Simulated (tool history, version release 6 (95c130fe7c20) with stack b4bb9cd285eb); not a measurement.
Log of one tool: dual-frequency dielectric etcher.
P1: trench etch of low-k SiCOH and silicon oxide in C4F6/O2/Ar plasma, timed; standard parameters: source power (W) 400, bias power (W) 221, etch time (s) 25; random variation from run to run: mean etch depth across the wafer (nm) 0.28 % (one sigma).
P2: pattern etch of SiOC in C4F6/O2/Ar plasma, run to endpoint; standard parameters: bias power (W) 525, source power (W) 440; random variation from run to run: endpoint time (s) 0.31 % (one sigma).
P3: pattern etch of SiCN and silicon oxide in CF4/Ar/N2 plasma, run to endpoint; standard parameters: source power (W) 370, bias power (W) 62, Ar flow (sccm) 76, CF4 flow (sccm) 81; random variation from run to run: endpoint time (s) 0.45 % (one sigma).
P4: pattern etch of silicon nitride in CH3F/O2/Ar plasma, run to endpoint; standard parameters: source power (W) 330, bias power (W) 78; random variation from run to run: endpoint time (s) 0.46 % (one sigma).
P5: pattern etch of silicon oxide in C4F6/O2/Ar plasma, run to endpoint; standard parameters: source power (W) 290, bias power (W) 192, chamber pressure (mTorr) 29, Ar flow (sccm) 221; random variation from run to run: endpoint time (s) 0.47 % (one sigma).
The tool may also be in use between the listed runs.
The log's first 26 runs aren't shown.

run   hour  process that ran  source power (W)  bias power (W)  etch time (s)  chamber pressure (mTorr)  Ar flow (sccm)  CF4 flow (sccm)  hours since the last wet clean  hours since the last source power generator calibration  hours since the last bias power generator calibration  mean etch depth across the wafer (nm)  endpoint time (s)
 27   86.9                P4               450              78                                                                                                     260.6                                                    872.1                                                    490                                                     80.86
 28     89                P2               440             525                                                                                                     262.7                                                    874.2                                                  492.1                                                      10.5
 29     93                P1               490             221             16                                                                                      266.7                                                    878.2                                                  496.1                                  56.48
 30     97                P1               400             155             25                                                                                      270.7                                                    882.2                                                  500.1                                 72.267
 31   99.6                P3               370              62                                                       76               81                           273.3                                                    884.8                                                  502.7                                                    22.506
 32  101.9                P3               260              62                                                       76               81                           275.6                                                    887.1                                                    505                                                    31.006
 33  105.7                P1               400             221             25                                                                                      279.4                                                    890.9                                                  508.8                                 81.322
 34  108.4                P1               400             221             25                                                                                      282.1                                                    893.6                                                  511.5                                 80.806
 35  110.9                P1               400             221             25                                                                                      284.6                                                    896.1                                                    514                                  80.38
 36  114.8                P1               400             221             25                                                                                      288.5                                                      900                                                  517.9                                 80.184
     115.2  -- wet clean of the chamber
 37  118.1                P1               400             221             25                                                                                          3                                                    903.3                                                  521.2                                 79.877
 38  121.6                P1               400             221             25                                                                                        6.5                                                    906.8                                                  524.7                                 79.914
 39  125.1                P1               400             221             25                                                                                         10                                                    910.3                                                  528.2                                 80.096

Run 40 has not been measured yet. What should we expect?
 40  127.1                P1               400             221             25                                                                                         12                                                    912.3                                                  530.2                                      ?

{"run 40": {"mean etch depth across the wafer (nm)": 79.852}}

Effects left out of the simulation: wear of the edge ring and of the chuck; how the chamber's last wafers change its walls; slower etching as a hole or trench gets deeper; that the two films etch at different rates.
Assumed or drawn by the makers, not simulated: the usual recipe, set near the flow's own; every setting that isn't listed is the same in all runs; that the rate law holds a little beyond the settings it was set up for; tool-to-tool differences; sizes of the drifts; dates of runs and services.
